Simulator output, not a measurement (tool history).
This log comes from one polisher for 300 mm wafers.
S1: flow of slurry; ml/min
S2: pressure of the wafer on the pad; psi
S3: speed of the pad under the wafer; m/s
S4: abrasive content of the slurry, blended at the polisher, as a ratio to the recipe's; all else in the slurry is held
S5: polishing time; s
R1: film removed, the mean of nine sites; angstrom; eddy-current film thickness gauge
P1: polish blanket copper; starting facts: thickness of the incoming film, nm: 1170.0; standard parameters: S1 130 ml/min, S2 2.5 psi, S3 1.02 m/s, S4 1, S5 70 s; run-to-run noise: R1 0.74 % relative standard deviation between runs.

run 1 day=0.321 | S1=130 S2=2.5 S3=1.02 S4=1 S5=70 | R1=1880
run 2 day=0.55 | S1=95 S2=2.5 S3=1.02 S4=0.75 S5=70 | R1=1657.9
run 3 day=0.792 | S1=130 S2=2.5 S3=1.02 S4=1 S5=70 | R1=1853
run 4 day=1.071 | S1=80 S2=2.5 S3=1.02 S4=1 S5=70 | R1=1649.2
run 5 day=1.317 | S1=130 S2=2.5 S3=1.02 S4=1 S5=70 | R1=1864.1
run 6 day=1.767 | S1=130 S2=1.5 S3=1.02 S4=1 S5=70 | R1=1128
run 7 day=1.992 | S1=130 S2=2.5 S3=1.02 S4=1.35 S5=70 | R1=1982.5
run 8 day=2.358 | S1=130 S2=2.5 S3=0.46 S4=1 S5=70 | R1=837.96
run 9 day=2.6 | S1=130 S2=2.5 S3=1.02 S4=1 S5=34 | R1=915.43
run 10 day=2.858 | S1=130 S2=2.5 S3=1.02 S4=1 S5=70 | R1=1843.5
run 11 day=3.179 | S1=130 S2=2.5 S3=1.5 S4=1 S5=70 | R1=2741.4
run 12 day=3.558 | S1=195 S2=2.5 S3=1.02 S4=1 S5=70 | R1=1996.8
run 13 day=3.996 | S1=130 S2=3.3 S3=1.02 S4=1 S5=70 | R1=2448.2
run 14 day=4.333 | S1=200 S2=2.5 S3=1.02 S4=0.6 S5=70 | R1=1815.1
-- day=4.433 slurry nozzle cleaned
-- day=4.662 slurry blender recalibrated
run 15 day=4.712 | S1=130 S2=2.5 S3=1.02 S4=1 S5=100 | R1=2692.4
run 16 day=5.05 | S1=130 S2=2.5 S3=1.02 S4=0.5 S5=70 | R1=1596.7
run 17 day=5.283 | S1=130 S2=2.5 S3=1.02 S4=0.55 S5=43 | R1=1010.8
run 18 day=5.654 | S1=130 S2=2.5 S3=1.02 S4=1 S5=70 | R1=1880.3

Run 19 is up next; what results do you expect?
run 19 day=5.912 | S1=130 S2=2.5 S3=1.02 S4=1 S5=70 | R1=?

{"run 19": {"R1": 1875.5}}

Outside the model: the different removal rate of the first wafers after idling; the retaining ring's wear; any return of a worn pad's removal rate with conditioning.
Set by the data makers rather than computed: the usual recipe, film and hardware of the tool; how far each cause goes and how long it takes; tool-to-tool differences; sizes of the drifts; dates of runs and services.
